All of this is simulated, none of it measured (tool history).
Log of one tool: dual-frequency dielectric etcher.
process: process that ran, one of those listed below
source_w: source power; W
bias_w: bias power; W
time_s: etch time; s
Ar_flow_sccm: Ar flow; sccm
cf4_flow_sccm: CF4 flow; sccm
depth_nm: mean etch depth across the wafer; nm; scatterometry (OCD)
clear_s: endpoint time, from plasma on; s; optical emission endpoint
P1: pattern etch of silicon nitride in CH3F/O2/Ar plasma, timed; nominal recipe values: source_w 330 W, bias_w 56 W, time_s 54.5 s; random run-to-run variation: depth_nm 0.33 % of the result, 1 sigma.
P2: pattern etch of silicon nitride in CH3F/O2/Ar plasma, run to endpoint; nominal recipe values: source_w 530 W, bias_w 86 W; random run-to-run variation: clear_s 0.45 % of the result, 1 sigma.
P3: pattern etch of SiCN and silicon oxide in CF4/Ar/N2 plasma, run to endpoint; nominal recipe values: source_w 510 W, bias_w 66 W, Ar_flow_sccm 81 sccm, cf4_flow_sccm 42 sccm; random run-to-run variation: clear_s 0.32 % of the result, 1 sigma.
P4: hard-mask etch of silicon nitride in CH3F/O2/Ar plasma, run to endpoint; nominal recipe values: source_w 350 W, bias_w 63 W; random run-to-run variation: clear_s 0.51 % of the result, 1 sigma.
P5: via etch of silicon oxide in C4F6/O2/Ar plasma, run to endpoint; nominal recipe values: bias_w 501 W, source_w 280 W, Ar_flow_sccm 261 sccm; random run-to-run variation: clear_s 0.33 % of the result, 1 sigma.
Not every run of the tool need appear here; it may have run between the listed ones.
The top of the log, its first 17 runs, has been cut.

run   hour  process  source_w  bias_w  time_s  Ar_flow_sccm  cf4_flow_sccm  depth_nm  clear_s
 18   83.7       P2       530      86                                                  41.442
 19   87.9       P1       330      56    54.5                                 32.368
 20   93.1       P1       430      43    54.5                                  33.19
 21   98.8       P2       740      86                                                  36.925
 22  104.1       P1       330      56      80                                 47.525
 23  108.9       P4       350      63                                                  48.927
 24  112.8       P5       280     605                   261                            20.306
 25  115.9       P5       280     501                   350                            22.493
 26  120.9       P1       330      56    54.5                                 32.415
 27  125.7       P3       510      66                    81             42             13.224
 28  131.6       P1       240      56    54.5                                 28.753
     133.2  -- wet clean of the chamber
 29    137       P1       330      56    54.5                                  32.36
 30  141.6       P5       280     501                   261                            21.767
 31  148.1       P2       530      86                                                  41.583
 32  153.8       P3       700      66                    81             42             9.9826
 33  157.1       P1       330      56    54.5                                 32.459
 34    161       P1       330      56    54.5                                 32.148
 35  164.4       P1       330      56    54.5                                  32.17
 36  168.5       P1       330      56    54.5                                 32.108
     169.6  -- wet clean of the chamber
 37  171.7       P1       330      56    54.5                                 32.042
 38  174.8       P1       330      56    54.5                                 32.016

What does the tool deliver on the next run?
 39  178.6       P1       330      56    54.5                                      ?

{"run 39": {"depth_nm": 32.036}}

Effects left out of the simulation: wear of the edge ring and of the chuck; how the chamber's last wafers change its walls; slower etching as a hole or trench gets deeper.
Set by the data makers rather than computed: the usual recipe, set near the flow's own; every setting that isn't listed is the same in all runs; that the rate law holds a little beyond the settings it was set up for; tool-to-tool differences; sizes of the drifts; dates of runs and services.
